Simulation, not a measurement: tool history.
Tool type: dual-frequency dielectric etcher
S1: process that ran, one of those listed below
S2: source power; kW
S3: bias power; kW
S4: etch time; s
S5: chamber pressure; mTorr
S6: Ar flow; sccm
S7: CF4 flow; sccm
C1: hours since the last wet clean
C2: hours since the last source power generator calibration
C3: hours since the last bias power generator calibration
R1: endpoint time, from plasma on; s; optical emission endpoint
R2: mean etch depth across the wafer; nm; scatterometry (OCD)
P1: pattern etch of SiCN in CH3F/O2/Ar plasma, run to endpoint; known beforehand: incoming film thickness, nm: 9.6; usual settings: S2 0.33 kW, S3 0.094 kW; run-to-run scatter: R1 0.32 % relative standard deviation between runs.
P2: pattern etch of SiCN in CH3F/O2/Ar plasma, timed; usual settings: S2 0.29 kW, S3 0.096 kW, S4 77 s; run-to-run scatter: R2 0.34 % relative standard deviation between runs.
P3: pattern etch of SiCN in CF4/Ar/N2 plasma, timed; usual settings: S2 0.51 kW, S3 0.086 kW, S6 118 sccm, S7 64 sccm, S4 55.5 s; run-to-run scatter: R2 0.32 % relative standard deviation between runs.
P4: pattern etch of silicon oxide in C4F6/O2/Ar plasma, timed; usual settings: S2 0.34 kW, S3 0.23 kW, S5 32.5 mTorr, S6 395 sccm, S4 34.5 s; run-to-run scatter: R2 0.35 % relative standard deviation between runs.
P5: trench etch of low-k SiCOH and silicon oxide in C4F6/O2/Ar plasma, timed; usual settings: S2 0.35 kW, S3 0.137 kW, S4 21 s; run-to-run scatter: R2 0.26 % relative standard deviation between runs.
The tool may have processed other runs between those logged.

run,hour,S1,S2,S3,S4,S5,S6,S7,C1,C2,C3,R1,R2
1,10.5,P1,0.33,0.094,,,,,243.4,451.3,1526.9,24.497,
2,22.6,P1,0.33,0.117,,,,,255.5,463.4,1539,22.791,
3,31.1,P2,0.29,0.132,77,,,,264,471.9,1547.5,,31.876
4,39.5,P1,0.33,0.094,,,,,272.4,480.3,1555.9,24.618,
5,47.7,P4,0.34,0.23,34.5,32.5,395,,280.6,488.5,1564.1,,106.8
6,56.5,P4,0.34,0.23,42,32.5,395,,289.4,497.3,1572.9,,130.42
7,66.3,P4,0.34,0.23,34.5,32.5,395,,299.2,507.1,1582.7,,106.68
8,73.4,P2,0.29,0.096,77,,,,306.3,514.2,1589.8,,28.255
9,87.9,P1,0.33,0.073,,,,,320.8,528.7,1604.3,27.131,
10,98.1,P2,0.19,0.096,77,,,,331,538.9,1614.5,,24
11,105.3,P2,0.29,0.096,110.5,,,,338.2,546.1,1621.7,,40.09
12,113.5,P3,0.51,0.086,55.5,,118,64,346.4,554.3,1629.9,,55.724
13,127.4,P4,0.34,0.23,34.5,40,395,,360.3,568.2,1643.8,,103.9
14,141.2,P1,0.27,0.113,,,,,374.1,582,1657.6,24.604,
15,149.2,P1,0.33,0.094,,,,,382.1,590,1665.6,24.632,
16,163.9,P1,0.22,0.063,,,,,396.8,604.7,1680.3,33.153,
17,176.1,P5,0.26,0.137,21,,,,409,616.9,1692.5,,49.701
18,190.2,P1,0.33,0.094,,,,,423.1,631,1706.6,24.567,
19,198.3,P1,0.22,0.094,,,,,431.2,639.1,1714.7,28.553,
20,212.7,P1,0.43,0.094,,,,,445.6,653.5,1729.1,22.404,
21,225.9,P1,0.41,0.111,,,,,458.8,666.7,1742.3,21.406,
22,239.1,P4,0.34,0.23,34.5,32.5,229,,472,679.9,1755.5,,113.25
23,254.5,P3,0.51,0.086,55.5,,118,44,487.4,695.3,1770.9,,52.462
24,262,P3,0.51,0.086,55.5,,95,64,494.9,702.8,1778.4,,57.374
25,277.2,P5,0.35,0.137,14,,,,510.1,718,1793.6,,37.238
26,284.1,P3,0.51,0.086,55.5,,118,64,517,724.9,1800.5,,55.705
27,291.4,P4,0.44,0.23,34.5,32.5,395,,524.3,732.2,1807.8,,118.03
28,306.2,P5,0.35,0.106,21,,,,539.1,747,1822.6,,51.863
29,319.9,P3,0.51,0.086,37.5,,118,64,552.8,760.7,1836.3,,37.691
30,334.3,P3,0.51,0.104,55.5,,118,64,567.2,775.1,1850.7,,59.669
31,345.8,P3,0.39,0.086,55.5,,118,64,578.7,786.6,1862.2,,44.24
32,361.3,P2,0.29,0.096,77,,,,594.2,802.1,1877.7,,28.146
33,376,P4,0.34,0.172,34.5,32.5,395,,608.9,816.8,1892.4,,96.902
34,383.3,P5,0.35,0.137,21,,,,616.2,824.1,1899.7,,55.735

What will run 35 give?
35,391.1,P1,0.33,0.094,,,,,624,831.9,1907.5,?,

R1: 24.66 s
